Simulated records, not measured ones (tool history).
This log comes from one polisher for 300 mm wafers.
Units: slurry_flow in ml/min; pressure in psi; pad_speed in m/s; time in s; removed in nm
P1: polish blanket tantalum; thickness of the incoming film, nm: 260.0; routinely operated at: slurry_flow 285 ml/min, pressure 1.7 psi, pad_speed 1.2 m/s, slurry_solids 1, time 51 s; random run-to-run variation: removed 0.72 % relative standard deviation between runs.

Run 1, hour 7.6: slurry_flow 285 ml/min, pressure 1.7 psi, pad_speed 1.2 m/s, slurry_solids 1, time 51 s. Result: removed 91.331 nm.
Run 2, hour 13.2: slurry_flow 285 ml/min, pressure 1.7 psi, pad_speed 1.2 m/s, slurry_solids 1, time 51 s. Result: removed 91.625 nm.
Run 3, hour 22.3: slurry_flow 285 ml/min, pressure 1.7 psi, pad_speed 1.48 m/s, slurry_solids 0.6, time 51 s. Result: removed 93.862 nm.
Run 4, hour 30: slurry_flow 285 ml/min, pressure 1.7 psi, pad_speed 1.2 m/s, slurry_solids 1, time 51 s. Result: removed 91.212 nm.
Run 5, hour 39.4: slurry_flow 285 ml/min, pressure 1.7 psi, pad_speed 0.6 m/s, slurry_solids 1, time 51 s. Result: removed 46.267 nm.
Run 6, hour 48.9: slurry_flow 440 ml/min, pressure 1.7 psi, pad_speed 1.2 m/s, slurry_solids 1, time 51 s. Result: removed 93.645 nm.
Run 7, hour 54.3: slurry_flow 285 ml/min, pressure 1.7 psi, pad_speed 1.2 m/s, slurry_solids 1, time 29 s. Result: removed 51.988 nm.
Run 8, hour 63.3: slurry_flow 285 ml/min, pressure 1.7 psi, pad_speed 1.2 m/s, slurry_solids 0.65, time 51 s. Result: removed 79.316 nm.
Run 9, hour 73: slurry_flow 285 ml/min, pressure 1.7 psi, pad_speed 1.2 m/s, slurry_solids 1, time 51 s. Result: removed 90.861 nm.
Run 10, hour 78: slurry_flow 285 ml/min, pressure 2.5 psi, pad_speed 1.2 m/s, slurry_solids 1, time 51 s. Result: removed 134.9 nm.
Run 11, hour 84.9: slurry_flow 285 ml/min, pressure 1.7 psi, pad_speed 1.2 m/s, slurry_solids 1, time 67 s. Result: removed 120.89 nm.
Run 12, hour 90.1: slurry_flow 285 ml/min, pressure 1.7 psi, pad_speed 1.2 m/s, slurry_solids 1, time 51 s. Result: removed 91.255 nm.
Run 13, hour 95.1: slurry_flow 285 ml/min, pressure 1.1 psi, pad_speed 1.2 m/s, slurry_solids 1, time 70 s. Result: removed 80.319 nm.
Run 14, hour 99.7: slurry_flow 285 ml/min, pressure 1.3 psi, pad_speed 1.2 m/s, slurry_solids 1, time 51 s. Result: removed 69.695 nm.
Run 15, hour 104.5: slurry_flow 285 ml/min, pressure 1.7 psi, pad_speed 1.2 m/s, slurry_solids 1.2, time 51 s. Result: removed 95.996 nm.
Run 16, hour 110.4: slurry_flow 200 ml/min, pressure 1.7 psi, pad_speed 1.2 m/s, slurry_solids 1.25, time 51 s. Result: removed 92.117 nm.
Run 17, hour 116.5: slurry_flow 195 ml/min, pressure 1.7 psi, pad_speed 1.2 m/s, slurry_solids 1, time 51 s. Result: removed 86.935 nm.
Run 18, hour 122.7: slurry_flow 285 ml/min, pressure 1.7 psi, pad_speed 1.2 m/s, slurry_solids 1, time 51 s. Result: removed 91.452 nm.
Run 19, hour 129.8: slurry_flow 285 ml/min, pressure 1.7 psi, pad_speed 1.88 m/s, slurry_solids 1, time 51 s. Result: removed 144.18 nm.
Run 20, hour 137.8: slurry_flow 285 ml/min, pressure 1.7 psi, pad_speed 1.2 m/s, slurry_solids 1, time 51 s. Result: removed 90.663 nm.
Run 21, hour 142.8: slurry_flow 285 ml/min, pressure 1.7 psi, pad_speed 1.2 m/s, slurry_solids 1, time 51 s. Result: removed 89.302 nm.
Run 22, hour 147.8: slurry_flow 285 ml/min, pressure 1.7 psi, pad_speed 1.2 m/s, slurry_solids 1, time 51 s. Result: removed 87.238 nm.
Run 23, hour 154.9: slurry_flow 285 ml/min, pressure 1.7 psi, pad_speed 1.2 m/s, slurry_solids 1, time 51 s. Result: removed 85.553 nm.
Run 24, hour 160.8: slurry_flow 285 ml/min, pressure 1.7 psi, pad_speed 1.2 m/s, slurry_solids 1, time 51 s. Result: removed 84.754 nm.
At hour 162.5: slurry nozzle cleaned.
Run 25, hour 169.5: slurry_flow 285 ml/min, pressure 1.7 psi, pad_speed 1.2 m/s, slurry_solids 1, time 51 s. Result: removed 84.886 nm.
Run 26, hour 175.5: slurry_flow 285 ml/min, pressure 1.7 psi, pad_speed 1.2 m/s, slurry_solids 1, time 51 s. Result: removed 85.568 nm.
At hour 177.7: worn pad replaced by a new one.
Run 27, hour 180.8: slurry_flow 285 ml/min, pressure 1.7 psi, pad_speed 1.2 m/s, slurry_solids 1, time 51 s. Result: removed 85.079 nm.
Run 28, hour 185.6: slurry_flow 285 ml/min, pressure 1.7 psi, pad_speed 1.2 m/s, slurry_solids 1, time 51 s. Result: removed 83.994 nm.
Run 29, hour 194.1: slurry_flow 285 ml/min, pressure 1.7 psi, pad_speed 1.2 m/s, slurry_solids 1, time 51 s. Result: removed 83.647 nm.
Run 30, hour 199.9: slurry_flow 285 ml/min, pressure 1.7 psi, pad_speed 1.2 m/s, slurry_solids 1, time 51 s. Result: removed 84.776 nm.

P1 has crept away from where it was. The log is fitted equally well by each of these 2 causes, at the sizes shown:
A: head's pressure below its setpoint, % = 7.61
B: abrasive missing from the slurry, % = 22.4
The creep began at about hour 137.8.
Each remaining cause and why it is not a fit:
removal rate lost through wear of the pad, %: serviced after onset, at hour 177.7, with no recovery of the prior output
slurry flow missing at the pad, %: serviced after onset, at hour 162.5, with no recovery of the prior output

Which of the 4 check runs listed below, each an average over 5 wafers with its results shown as question marks, gives clearly different results under the different listed causes?
Run check 1, hour 205.7: slurry_flow 285 ml/min, pressure 1.7 psi, pad_speed 1.2 m/s, slurry_solids 0.65, time 51 s. Result: removed ?.
Run check 2, hour 205.7: slurry_flow 285 ml/min, pressure 2.1 psi, pad_speed 1.2 m/s, slurry_solids 1, time 29 s. Result: removed ?.
Run check 3, hour 205.7: slurry_flow 285 ml/min, pressure 2.4 psi, pad_speed 1.56 m/s, slurry_solids 1, time 51 s. Result: removed ?.
Run check 4, hour 205.7: slurry_flow 285 ml/min, pressure 2.4 psi, pad_speed 1.76 m/s, slurry_solids 1, time 51 s. Result: removed ?.

If the cause were each of the candidates in turn, the checks would give the following:
  check   result    if A    if B
check 1  removed  73.042  71.226
check 2  removed    59.2  59.194
check 3  removed  154.68  154.66
check 4  removed  174.51  174.49
Distance between the nearest two causes, measured in the result of the check that separates them most: check 1 2.52 %; check 2 0.01 %; check 3 0.01 %; check 4 0.01 %
Only in check 1 would the causes give clearly different results; in the remaining checks their results would be nearly the same.

Then check 1 was run and gave: removed 73.35 nm. Which cause is it?

The cause is A: head's pressure below its setpoint, %.
